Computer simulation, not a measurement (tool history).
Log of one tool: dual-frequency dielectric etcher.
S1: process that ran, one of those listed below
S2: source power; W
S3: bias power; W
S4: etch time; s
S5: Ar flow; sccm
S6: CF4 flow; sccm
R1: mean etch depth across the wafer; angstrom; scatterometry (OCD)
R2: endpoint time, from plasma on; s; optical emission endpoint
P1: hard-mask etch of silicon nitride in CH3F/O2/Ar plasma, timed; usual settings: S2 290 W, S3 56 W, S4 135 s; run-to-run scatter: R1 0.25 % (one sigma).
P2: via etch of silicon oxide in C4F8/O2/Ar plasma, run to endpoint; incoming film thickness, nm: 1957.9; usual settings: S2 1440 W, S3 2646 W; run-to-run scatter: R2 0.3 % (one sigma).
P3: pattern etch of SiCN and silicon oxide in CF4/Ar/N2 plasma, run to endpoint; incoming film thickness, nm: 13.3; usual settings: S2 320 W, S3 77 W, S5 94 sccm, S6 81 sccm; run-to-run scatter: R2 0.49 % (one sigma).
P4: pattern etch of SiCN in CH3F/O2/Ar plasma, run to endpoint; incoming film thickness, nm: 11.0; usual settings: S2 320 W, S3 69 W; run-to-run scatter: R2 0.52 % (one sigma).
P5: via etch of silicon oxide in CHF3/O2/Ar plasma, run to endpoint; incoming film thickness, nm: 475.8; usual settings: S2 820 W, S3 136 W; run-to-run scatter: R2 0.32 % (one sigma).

Run 1, hour 4.7: S1 P1, S2 290 W, S3 56 W, S4 135 s. Result: R1 728.52 angstrom.
Run 2, hour 8.7: S1 P3, S2 320 W, S3 77 W, S5 94 sccm, S6 48 sccm. Result: R2 21.576 s.
Run 3, hour 13.6: S1 P5, S2 820 W, S3 136 W. Result: R2 234.81 s.
Run 4, hour 16.5: S1 P1, S2 370 W, S3 56 W, S4 135 s. Result: R1 802.16 angstrom.
Run 5, hour 21.7: S1 P1, S2 290 W, S3 39 W, S4 135 s. Result: R1 649.05 angstrom.
Run 6, hour 25.1: S1 P2, S2 1440 W, S3 3720 W. Result: R2 363.15 s.
Run 7, hour 30.5: S1 P3, S2 320 W, S3 46 W, S5 94 sccm, S6 81 sccm. Result: R2 23.778 s.
Run 8, hour 34.8: S1 P1, S2 290 W, S3 56 W, S4 135 s. Result: R1 729.67 angstrom.
Run 9, hour 40.6: S1 P3, S2 320 W, S3 77 W, S5 125 sccm, S6 81 sccm. Result: R2 21.069 s.
Run 10, hour 43.8: S1 P3, S2 320 W, S3 77 W, S5 94 sccm, S6 81 sccm. Result: R2 20.343 s.
Run 11, hour 49.8: S1 P1, S2 290 W, S3 42 W, S4 81.5 s. Result: R1 400.43 angstrom.
Run 12, hour 56.2: S1 P5, S2 500 W, S3 136 W. Result: R2 285.99 s.
Run 13, hour 59.6: S1 P5, S2 820 W, S3 173 W. Result: R2 216.3 s.
Run 14, hour 65.2: S1 P3, S2 220 W, S3 77 W, S5 94 sccm, S6 81 sccm. Result: R2 27.859 s.
Run 15, hour 70.5: S1 P1, S2 290 W, S3 56 W, S4 177 s. Result: R1 953.92 angstrom.
Run 16, hour 76.9: S1 P4, S2 320 W, S3 46 W. Result: R2 36.777 s.
Run 17, hour 83.4: S1 P1, S2 220 W, S3 56 W, S4 135 s. Result: R1 653.86 angstrom.
Run 18, hour 88.8: S1 P1, S2 290 W, S3 56 W, S4 135 s. Result: R1 729.99 angstrom.
Run 19, hour 91.6: S1 P2, S2 850 W, S3 2646 W. Result: R2 497.46 s.
Run 20, hour 95.1: S1 P4, S2 320 W, S3 69 W. Result: R2 32.175 s.
Run 21, hour 98.9: S1 P4, S2 450 W, S3 69 W. Result: R2 27.999 s.
Run 22, hour 102: S1 P1, S2 290 W, S3 56 W, S4 75.5 s. Result: R1 406.27 angstrom.
Run 23, hour 107.3: S1 P1, S2 290 W, S3 56 W, S4 135 s. Result: R1 726.82 angstrom.
Run 24, hour 112.5: S1 P1, S2 290 W, S3 56 W, S4 135 s. Result: R1 727.27 angstrom.

Forecast run 25:
Run 25, hour 118.3: S1 P2, S2 1440 W, S3 2646 W. Result: R2 ?.

R2: 402.4 s
